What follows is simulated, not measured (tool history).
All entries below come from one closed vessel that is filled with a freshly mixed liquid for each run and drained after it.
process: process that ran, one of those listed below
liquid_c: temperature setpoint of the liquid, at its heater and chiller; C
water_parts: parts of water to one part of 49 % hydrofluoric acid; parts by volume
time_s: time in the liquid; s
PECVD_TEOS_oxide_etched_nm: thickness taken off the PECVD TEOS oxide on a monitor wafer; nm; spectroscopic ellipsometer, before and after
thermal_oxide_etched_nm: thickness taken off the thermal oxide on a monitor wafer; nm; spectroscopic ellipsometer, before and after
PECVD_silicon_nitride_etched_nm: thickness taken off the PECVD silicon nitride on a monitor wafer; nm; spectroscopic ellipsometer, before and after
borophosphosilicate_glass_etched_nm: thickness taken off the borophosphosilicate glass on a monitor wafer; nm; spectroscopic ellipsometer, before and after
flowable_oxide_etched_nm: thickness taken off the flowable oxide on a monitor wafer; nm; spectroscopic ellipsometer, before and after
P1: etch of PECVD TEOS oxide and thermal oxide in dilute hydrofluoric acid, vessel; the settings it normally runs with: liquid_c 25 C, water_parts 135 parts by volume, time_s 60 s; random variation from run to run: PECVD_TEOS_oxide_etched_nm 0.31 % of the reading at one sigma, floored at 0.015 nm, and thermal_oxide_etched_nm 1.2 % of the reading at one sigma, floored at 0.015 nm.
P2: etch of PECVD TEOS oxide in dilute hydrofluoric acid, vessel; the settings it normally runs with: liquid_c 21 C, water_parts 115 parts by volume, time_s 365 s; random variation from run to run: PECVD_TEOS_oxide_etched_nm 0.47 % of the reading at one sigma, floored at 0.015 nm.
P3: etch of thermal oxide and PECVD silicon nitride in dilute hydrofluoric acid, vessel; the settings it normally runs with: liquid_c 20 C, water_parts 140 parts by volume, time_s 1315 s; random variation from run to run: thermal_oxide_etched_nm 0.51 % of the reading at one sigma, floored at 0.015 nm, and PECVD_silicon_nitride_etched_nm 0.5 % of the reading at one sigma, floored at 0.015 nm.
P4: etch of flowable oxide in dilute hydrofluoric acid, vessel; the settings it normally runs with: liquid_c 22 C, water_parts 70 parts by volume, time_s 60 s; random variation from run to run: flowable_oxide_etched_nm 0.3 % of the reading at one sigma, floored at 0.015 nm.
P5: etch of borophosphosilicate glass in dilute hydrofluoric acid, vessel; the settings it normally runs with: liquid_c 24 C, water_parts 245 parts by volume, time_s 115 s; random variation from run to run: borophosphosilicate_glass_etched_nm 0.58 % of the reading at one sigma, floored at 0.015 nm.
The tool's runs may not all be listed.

run,hour,process,liquid_c,water_parts,time_s,hours since the thermometer was replaced,hours since the hydrofluoric acid flow meter was replaced,PECVD_TEOS_oxide_etched_nm,thermal_oxide_etched_nm,PECVD_silicon_nitride_etched_nm,borophosphosilicate_glass_etched_nm,flowable_oxide_etched_nm
1,5.3,P1,25,135,60,1029,831.3,12.624,2.0607,,,
2,14.2,P1,18.5,135,60,1037.9,840.2,9.7335,1.5876,,,
3,18.4,P3,20,140,1315,1042.1,844.4,,37.266,39.571,,
4,22.6,P1,25,135,60,1046.3,848.6,12.543,2.0882,,,
5,26.7,P1,29,135,60,1050.4,852.7,14.574,2.3622,,,
6,32.8,P1,25,135,85,1056.5,858.8,17.851,2.9193,,,
7,38.4,P3,20,255,1315,1062.1,864.4,,18.143,21.865,,
8,42.4,P1,25,205,100,1066.1,868.4,12.782,2.0738,,,
9,46.5,P2,21,115,365,1070.2,872.5,23.053,,,,
10,53.7,P2,21,115,105,1077.4,879.7,6.6176,,,,
11,61.3,P5,24,245,225,1085,887.3,,,,27.185,
12,69.5,P1,25,70,60,1093.2,895.5,26.39,4.348,,,
13,77.3,P1,25,245,60,1101,903.3,6.1531,0.9704,,,
14,84.4,P4,22,35,60,1108.1,910.4,,,,,118.63
15,93,P5,30,245,115,1116.7,919,,,,17.08,
16,97.1,P3,17,140,1315,1120.8,923.1,,32.686,32.398,,
17,101,P3,20,140,30,1124.7,927,,0.8587,0.88714,,
18,109.8,P5,24,435,115,1133.5,935.8,,,,6.5208,
19,114.7,P2,21,165,365,1138.4,940.7,15.381,,,,
20,122.4,P1,25,135,60,1146.1,948.4,12.53,2.0999,,,
21,129,P2,17,115,365,1152.7,955,19.691,,,,
22,135.8,P5,24,245,115,1159.5,961.8,,,,13.721,
23,142.9,P1,25,135,30,1166.6,968.9,6.2876,1.0309,,,
24,148.5,P4,22,70,60,1172.2,974.5,,,,,56.57
25,154.8,P4,22,70,95,1178.5,980.8,,,,,89.863
26,159.8,P1,20.5,185,60,1183.5,985.8,7.2783,1.1781,,,
27,167.3,P1,17.5,60,60,1191,993.3,22.724,3.7303,,,
28,175.4,P4,22,70,60,1199.1,1001.4,,,,,56.874
29,182.5,P4,30.5,70,60,1206.2,1008.5,,,,,79.423
30,189.6,P2,21,115,365,1213.3,1015.6,23.125,,,,
31,193.7,P1,25,135,60,1217.4,1019.7,12.619,2.0341,,,
32,200.7,P1,25,135,60,1224.4,1026.7,12.516,2.0309,,,
33,204.9,P1,25,135,60,1228.6,1030.9,12.25,1.9839,,,
34,213.3,P1,25,135,60,1237,1039.3,11.851,1.8881,,,
35,219.1,P1,25,135,60,1242.8,1045.1,11.82,1.9359,,,
36,224.9,P1,25,135,60,1248.6,1050.9,11.849,1.9034,,,
37,233.6,P1,25,135,60,1257.3,1059.6,11.755,1.9118,,,
38,238,P1,25,135,60,1261.7,1064,11.726,1.9078,,,

P1 no longer gives what it gave before; its output has crept away from where it was. The following 2 causes, each at its listed size, fit the log equally well:
A: liquid colder than its thermometer reads (K) = 1.83
B: hydrofluoric acid flow below the setpoint (%) = 5.85
The onset of the drift is placed at about hour 200.7.

4 check runs are offered, one wafer each, their results left as question marks. Which one tells the causes apart?
check 1,242.4,P5,24,245,220,,,,,,?,
check 2,242.4,P4,26,70,80,,,,,,,?
check 3,242.4,P2,21,150,225,,,?,,,,
check 4,242.4,P3,20,250,1315,,,,?,?,,

Check results expected under each cause:
check,result,if A,if B
check 1,borophosphosilicate_glass_etched_nm,24.811,24.581
check 2,flowable_oxide_etched_nm,82.507,83.114
check 3,PECVD_TEOS_oxide_etched_nm,9.7765,9.8021
check 4,thermal_oxide_etched_nm,17.33,17.239
check 4,PECVD_silicon_nitride_etched_nm,19.933,21.182
Per check, the gap between the least separated pair of causes, taken in the result that splits them most: check 1 0.93 %; check 2 0.73 %; check 3 0.26 %; check 4 6.08 %
Check 4 distinguishes between the causes, while the remaining checks would return nearly the same result for all of them.

Check 4 was carried out, with these results: thermal_oxide_etched_nm 17.384 nm; PECVD_silicon_nitride_etched_nm 20.031 nm. Which of the listed causes is responsible?

It was cause A: liquid colder than its thermometer reads (K).

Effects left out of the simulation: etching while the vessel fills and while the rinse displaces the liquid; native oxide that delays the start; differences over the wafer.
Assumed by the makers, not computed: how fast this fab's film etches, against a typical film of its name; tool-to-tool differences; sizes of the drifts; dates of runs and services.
